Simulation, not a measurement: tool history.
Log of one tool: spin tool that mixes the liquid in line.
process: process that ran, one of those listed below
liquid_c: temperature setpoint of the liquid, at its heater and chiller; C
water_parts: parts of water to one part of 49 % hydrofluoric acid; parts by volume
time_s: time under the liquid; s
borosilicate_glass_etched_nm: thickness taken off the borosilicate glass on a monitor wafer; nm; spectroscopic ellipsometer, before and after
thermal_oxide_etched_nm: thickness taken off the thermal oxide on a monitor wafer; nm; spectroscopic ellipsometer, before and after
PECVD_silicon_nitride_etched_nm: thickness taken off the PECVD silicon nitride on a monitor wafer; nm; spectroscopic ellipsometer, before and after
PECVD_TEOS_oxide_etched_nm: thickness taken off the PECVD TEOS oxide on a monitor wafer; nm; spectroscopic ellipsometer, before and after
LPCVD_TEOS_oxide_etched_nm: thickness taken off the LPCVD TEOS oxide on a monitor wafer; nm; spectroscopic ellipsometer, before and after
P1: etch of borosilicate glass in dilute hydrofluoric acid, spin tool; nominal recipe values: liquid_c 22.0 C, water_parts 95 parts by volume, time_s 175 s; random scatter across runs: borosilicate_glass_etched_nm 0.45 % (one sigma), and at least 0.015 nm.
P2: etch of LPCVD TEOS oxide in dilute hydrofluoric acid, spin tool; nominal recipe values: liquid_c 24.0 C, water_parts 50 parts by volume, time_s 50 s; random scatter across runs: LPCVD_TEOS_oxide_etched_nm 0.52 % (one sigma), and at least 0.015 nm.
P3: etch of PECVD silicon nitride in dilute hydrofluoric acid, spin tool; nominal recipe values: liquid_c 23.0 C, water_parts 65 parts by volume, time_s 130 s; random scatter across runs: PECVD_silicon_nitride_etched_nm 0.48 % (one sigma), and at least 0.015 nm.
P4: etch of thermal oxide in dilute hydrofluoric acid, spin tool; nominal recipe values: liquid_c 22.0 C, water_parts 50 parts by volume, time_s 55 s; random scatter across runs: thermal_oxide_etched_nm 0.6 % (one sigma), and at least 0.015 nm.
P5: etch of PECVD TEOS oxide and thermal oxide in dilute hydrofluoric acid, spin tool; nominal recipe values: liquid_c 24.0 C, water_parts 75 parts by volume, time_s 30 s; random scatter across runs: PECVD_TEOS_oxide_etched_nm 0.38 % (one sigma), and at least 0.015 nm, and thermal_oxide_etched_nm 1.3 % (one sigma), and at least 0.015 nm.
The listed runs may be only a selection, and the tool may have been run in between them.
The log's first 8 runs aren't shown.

run,hour,process,liquid_c,water_parts,time_s,hours since the thermometer was replaced,hours since the hydrofluoric acid flow meter was replaced,borosilicate_glass_etched_nm,thermal_oxide_etched_nm,PECVD_silicon_nitride_etched_nm,PECVD_TEOS_oxide_etched_nm,LPCVD_TEOS_oxide_etched_nm
9,125.6,P4,22.0,50,55,404.0,1533.3,,5.0243,,,
10,140.7,P1,22.0,95,175,419.1,1548.4,56.1230,,,,
11,156.6,P1,22.0,95,15,435.0,1564.3,4.8002,,,,
12,168.9,P2,24.0,50,50,447.3,1576.6,,,,,30.690
13,184.1,P1,25.5,20,175,462.5,1591.8,340.2000,,,,
14,194.7,P1,22.0,145,175,473.1,1602.4,34.9740,,,,
15,208.9,P4,22.0,50,55,487.3,1616.6,,4.9976,,,
16,227.8,P1,17.5,95,175,506.2,1635.5,46.4380,,,,
17,242.6,P1,22.0,95,175,521.0,1650.3,56.5730,,,,
18,257.6,P1,22.0,20,175,536.0,1665.3,292.3900,,,,
19,267.8,P5,24.0,75,30,546.2,1675.5,,1.8187,,9.1528,
20,284.4,P3,28.0,65,130,562.8,1692.1,,,15.4880,,
21,303.5,P2,24.0,50,90,581.9,1711.2,,,,,55.065
22,318.6,P5,19.0,75,30,597.0,1726.3,,1.4596,,7.4764,
23,327.7,P5,24.0,115,30,606.1,1735.4,,1.1115,,5.6308,
24,341.6,P3,23.0,65,230,620.0,1749.3,,,19.7320,,
25,353.7,P1,22.0,95,175,632.1,1761.4,56.5380,,,,
26,363.3,P1,30.0,95,175,641.7,1771.0,77.4600,,,,
27,380.7,P1,22.0,25,50,659.1,1788.4,67.2260,,,,
28,395.7,P3,23.0,110,130,674.1,1803.4,,,6.6276,,

Estimate the outcome of run 29 from the log above:
29,404.0,P2,30.0,50,50,682.4,1811.7,,,,,?

LPCVD_TEOS_oxide_etched_nm: 38.943 nm

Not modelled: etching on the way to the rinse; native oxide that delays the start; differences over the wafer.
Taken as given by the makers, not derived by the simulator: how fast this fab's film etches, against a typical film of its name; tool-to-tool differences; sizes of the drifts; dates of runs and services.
